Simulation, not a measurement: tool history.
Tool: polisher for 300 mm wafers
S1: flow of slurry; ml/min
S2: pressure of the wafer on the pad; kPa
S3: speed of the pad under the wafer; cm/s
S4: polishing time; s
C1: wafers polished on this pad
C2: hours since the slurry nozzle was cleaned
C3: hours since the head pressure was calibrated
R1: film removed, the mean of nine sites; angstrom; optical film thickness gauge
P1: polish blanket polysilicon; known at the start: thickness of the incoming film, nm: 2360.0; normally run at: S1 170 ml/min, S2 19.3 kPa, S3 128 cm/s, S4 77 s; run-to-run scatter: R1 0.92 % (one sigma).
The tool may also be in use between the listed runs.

Run 1, hour 6.6: S1 170 ml/min, S2 19.3 kPa, S3 128 cm/s, S4 77 s; C1 202; C2 499.1; C3 652.2. Result: R1 8315.6 angstrom.
Run 2, hour 11.8: S1 255 ml/min, S2 14.5 kPa, S3 128 cm/s, S4 77 s; C1 259; C2 504.3; C3 657.4. Result: R1 6452.9 angstrom.
Run 3, hour 17.5: S1 170 ml/min, S2 26.2 kPa, S3 128 cm/s, S4 77 s; C1 322; C2 510.0; C3 663.1. Result: R1 11213.0 angstrom.
Run 4, hour 20.9: S1 170 ml/min, S2 19.3 kPa, S3 128 cm/s, S4 77 s; C1 359; C2 513.4; C3 666.5. Result: R1 8271.0 angstrom.
Run 5, hour 26.3: S1 100 ml/min, S2 19.3 kPa, S3 128 cm/s, S4 77 s; C1 418; C2 518.8; C3 671.9. Result: R1 7345.8 angstrom.
Run 6, hour 33.3: S1 170 ml/min, S2 19.3 kPa, S3 128 cm/s, S4 77 s; C1 495; C2 525.8; C3 678.9. Result: R1 8185.7 angstrom.
Run 7, hour 40.6: S1 170 ml/min, S2 19.3 kPa, S3 128 cm/s, S4 77 s; C1 575; C2 533.1; C3 686.2. Result: R1 8254.0 angstrom.
Run 8, hour 46.2: S1 170 ml/min, S2 19.3 kPa, S3 128 cm/s, S4 35 s; C1 636; C2 538.7; C3 691.8. Result: R1 3675.6 angstrom.
Run 9, hour 50.8: S1 170 ml/min, S2 12.4 kPa, S3 128 cm/s, S4 77 s; C1 687; C2 543.3; C3 696.4. Result: R1 5385.5 angstrom.
Run 10, hour 55.4: S1 170 ml/min, S2 19.3 kPa, S3 128 cm/s, S4 113 s; C1 737; C2 547.9; C3 701.0. Result: R1 12094.0 angstrom.
Run 11, hour 60.0: S1 230 ml/min, S2 19.3 kPa, S3 128 cm/s, S4 104 s; C1 787; C2 552.5; C3 705.6. Result: R1 11478.0 angstrom.
Run 12, hour 65.8: S1 170 ml/min, S2 19.3 kPa, S3 58 cm/s, S4 77 s; C1 851; C2 558.3; C3 711.4. Result: R1 3765.2 angstrom.
Run 13, hour 70.2: S1 265 ml/min, S2 19.3 kPa, S3 128 cm/s, S4 77 s; C1 899; C2 562.7; C3 715.8. Result: R1 8587.3 angstrom.
Run 14, hour 75.3: S1 170 ml/min, S2 19.3 kPa, S3 168 cm/s, S4 77 s; C1 955; C2 567.8; C3 720.9. Result: R1 10862.0 angstrom.
Run 15, hour 79.7: S1 170 ml/min, S2 19.3 kPa, S3 128 cm/s, S4 77 s; C1 1003; C2 572.2; C3 725.3. Result: R1 8311.9 angstrom.
Run 16, hour 85.4: S1 170 ml/min, S2 19.3 kPa, S3 128 cm/s, S4 77 s; C1 1066; C2 577.9; C3 731.0. Result: R1 8292.5 angstrom.
Run 17, hour 91.6: S1 170 ml/min, S2 19.3 kPa, S3 128 cm/s, S4 77 s; C1 1134; C2 584.1; C3 737.2. Result: R1 8309.9 angstrom.

Run 18 comes next. What will it give?
Run 18, hour 98.3: S1 170 ml/min, S2 19.3 kPa, S3 128 cm/s, S4 77 s; C1 1207; C2 590.8; C3 743.9. Result: R1 ?.

R1: 8030.1 angstrom

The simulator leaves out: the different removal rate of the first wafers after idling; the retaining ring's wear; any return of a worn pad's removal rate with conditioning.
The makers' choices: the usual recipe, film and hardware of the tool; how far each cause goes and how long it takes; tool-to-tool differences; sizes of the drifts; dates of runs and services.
